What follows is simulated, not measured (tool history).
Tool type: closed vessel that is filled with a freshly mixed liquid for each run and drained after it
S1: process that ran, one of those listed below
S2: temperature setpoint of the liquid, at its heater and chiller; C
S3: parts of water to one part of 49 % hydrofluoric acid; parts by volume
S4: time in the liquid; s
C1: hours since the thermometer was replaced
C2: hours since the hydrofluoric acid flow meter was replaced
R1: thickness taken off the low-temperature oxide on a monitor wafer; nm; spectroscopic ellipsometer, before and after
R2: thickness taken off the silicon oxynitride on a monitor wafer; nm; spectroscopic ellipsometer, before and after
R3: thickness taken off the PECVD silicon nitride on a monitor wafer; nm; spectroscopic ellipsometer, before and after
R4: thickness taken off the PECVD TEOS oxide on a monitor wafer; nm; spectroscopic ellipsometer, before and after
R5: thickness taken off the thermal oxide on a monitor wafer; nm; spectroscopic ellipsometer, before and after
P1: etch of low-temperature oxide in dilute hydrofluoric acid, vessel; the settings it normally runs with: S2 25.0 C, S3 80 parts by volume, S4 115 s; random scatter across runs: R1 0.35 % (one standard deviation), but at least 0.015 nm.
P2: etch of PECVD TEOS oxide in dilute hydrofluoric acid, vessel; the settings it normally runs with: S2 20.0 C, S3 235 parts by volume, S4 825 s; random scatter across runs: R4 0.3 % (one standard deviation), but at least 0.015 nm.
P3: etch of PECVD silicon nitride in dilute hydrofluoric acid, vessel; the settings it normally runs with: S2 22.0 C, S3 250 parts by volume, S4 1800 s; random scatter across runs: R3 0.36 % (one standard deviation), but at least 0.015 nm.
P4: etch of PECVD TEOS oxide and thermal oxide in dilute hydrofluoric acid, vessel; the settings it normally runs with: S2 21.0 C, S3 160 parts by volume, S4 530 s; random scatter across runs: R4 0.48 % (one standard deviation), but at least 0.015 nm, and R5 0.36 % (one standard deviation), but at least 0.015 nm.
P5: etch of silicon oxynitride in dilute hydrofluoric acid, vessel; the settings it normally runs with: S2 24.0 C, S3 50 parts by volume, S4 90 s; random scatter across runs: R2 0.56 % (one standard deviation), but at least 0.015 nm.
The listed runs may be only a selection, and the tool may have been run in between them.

run,hour,S1,S2,S3,S4,C1,C2,R1,R2,R3,R4,R5
1,5.4,P1,25.0,80,115,386.1,375.3,35.5550,,,,
2,16.7,P5,31.5,50,90,397.4,386.6,,6.0396,,,
3,27.9,P5,24.0,50,90,408.6,397.8,,4.1961,,,
4,36.6,P5,24.0,50,30,417.3,406.5,,1.4347,,,
5,44.9,P3,22.0,440,1800,425.6,414.8,,,11.600,,
6,53.5,P5,24.0,20,90,434.2,423.4,,10.7460,,,
7,62.2,P2,17.0,235,825,442.9,432.1,,,,35.416,
8,71.6,P1,25.0,80,115,452.3,441.5,35.6350,,,,
9,83.3,P2,20.0,235,425,464.0,453.2,,,,20.595,
10,91.4,P2,20.0,235,825,472.1,461.3,,,,39.872,
11,102.1,P3,22.0,250,1800,482.8,472.0,,,20.339,,
12,113.5,P3,22.0,250,920,494.2,483.4,,,10.385,,
13,119.4,P2,20.0,100,825,500.1,489.3,,,,107.100,
14,130.8,P1,25.0,20,115,511.5,500.7,153.4600,,,,
15,140.6,P1,31.0,115,115,521.3,510.5,29.8050,,,,
16,152.5,P1,25.0,80,220,533.2,522.4,68.2890,,,,
17,161.6,P4,21.0,35,530,542.3,531.5,,,,183.480,64.8600
18,172.5,P5,24.0,50,90,553.2,542.4,,4.2090,,,
19,182.1,P4,21.0,160,185,562.8,552.0,,,,11.980,4.3022
20,188.3,P1,25.0,80,115,569.0,558.2,35.4610,,,,
21,200.2,P4,21.0,160,530,580.9,570.1,,,,34.342,12.3930
22,211.1,P3,22.0,250,1800,591.8,581.0,,,20.206,,
23,223.0,P1,25.0,80,115,603.7,592.9,35.3100,,,,
24,229.1,P4,21.0,160,530,609.8,599.0,,,,34.594,12.3260
25,240.9,P1,25.0,115,190,621.6,610.8,38.8150,,,,
26,246.5,P1,30.5,80,115,627.2,616.4,43.8860,,,,
27,256.9,P1,18.0,80,115,637.6,626.8,26.7340,,,,
28,265.7,P1,25.0,80,115,646.4,635.6,35.7790,,,,
29,273.8,P3,17.0,250,1800,654.5,643.7,,,14.676,,
30,284.7,P1,25.0,80,30,665.4,654.6,9.2772,,,,
31,292.9,P1,25.0,130,115,673.6,662.8,20.5440,,,,
32,298.5,P4,17.0,160,530,679.2,668.4,,,,29.609,10.4650
33,308.3,P1,25.0,80,115,689.0,678.2,35.4220,,,,
34,314.9,P1,25.0,80,115,695.6,684.8,34.7940,,,,
35,320.8,P1,25.0,80,115,701.5,690.7,34.3660,,,,
36,331.0,P1,25.0,80,115,711.7,700.9,33.7680,,,,
37,338.5,P1,25.0,80,115,719.2,708.4,33.3530,,,,
38,350.1,P1,25.0,80,115,730.8,720.0,33.1700,,,,
39,357.4,P1,25.0,80,115,738.1,727.3,32.8240,,,,
40,365.4,P1,25.0,80,115,746.1,735.3,32.6200,,,,
41,377.2,P1,25.0,80,115,757.9,747.1,32.6950,,,,
42,389.1,P1,25.0,80,115,769.8,759.0,32.6030,,,,
43,401.0,P1,25.0,80,115,781.7,770.9,32.5600,,,,
44,408.0,P1,25.0,80,115,788.7,777.9,32.6350,,,,

What P1 gives has crept away from where it was. These 2 causes fit the log equally well, each at the size given:
A: liquid colder than its thermometer reads (K) = 2.15
B: hydrofluoric acid flow below the setpoint (%) = 7.51
Onset of the creep was near hour 308.3.

Consider the 4 single-wafer check runs listed below, results given as question marks: which one distinguishes between the causes by giving clearly different results for each?
check 1,415.0,P3,17.0,365,1800,,,,,?,,
check 2,415.0,P4,17.0,85,530,,,,,,?,?
check 3,415.0,P2,20.0,160,825,,,,,,?,
check 4,415.0,P5,30.5,50,30,,,,?,,,

Outcome of each check run for each possible cause:
check,result,if A,if B
check 1,R3,8.8915,9.4986
check 2,R4,54.637,55.021
check 2,R5,19.4390,19.5760
check 3,R4,57.797,57.490
check 4,R2,1.7252,1.7570
Separation of the two closest causes in each check, using whichever result separates them best: check 1 6.6 %; check 2 0.7 %; check 3 0.53 %; check 4 1.82 %
Check 1 distinguishes between the causes, while the remaining checks would return nearly the same result for all of them.

Here is what check 1 returned: R3 9.4786 nm. Which cause is it?

The cause is B: hydrofluoric acid flow below the setpoint (%).

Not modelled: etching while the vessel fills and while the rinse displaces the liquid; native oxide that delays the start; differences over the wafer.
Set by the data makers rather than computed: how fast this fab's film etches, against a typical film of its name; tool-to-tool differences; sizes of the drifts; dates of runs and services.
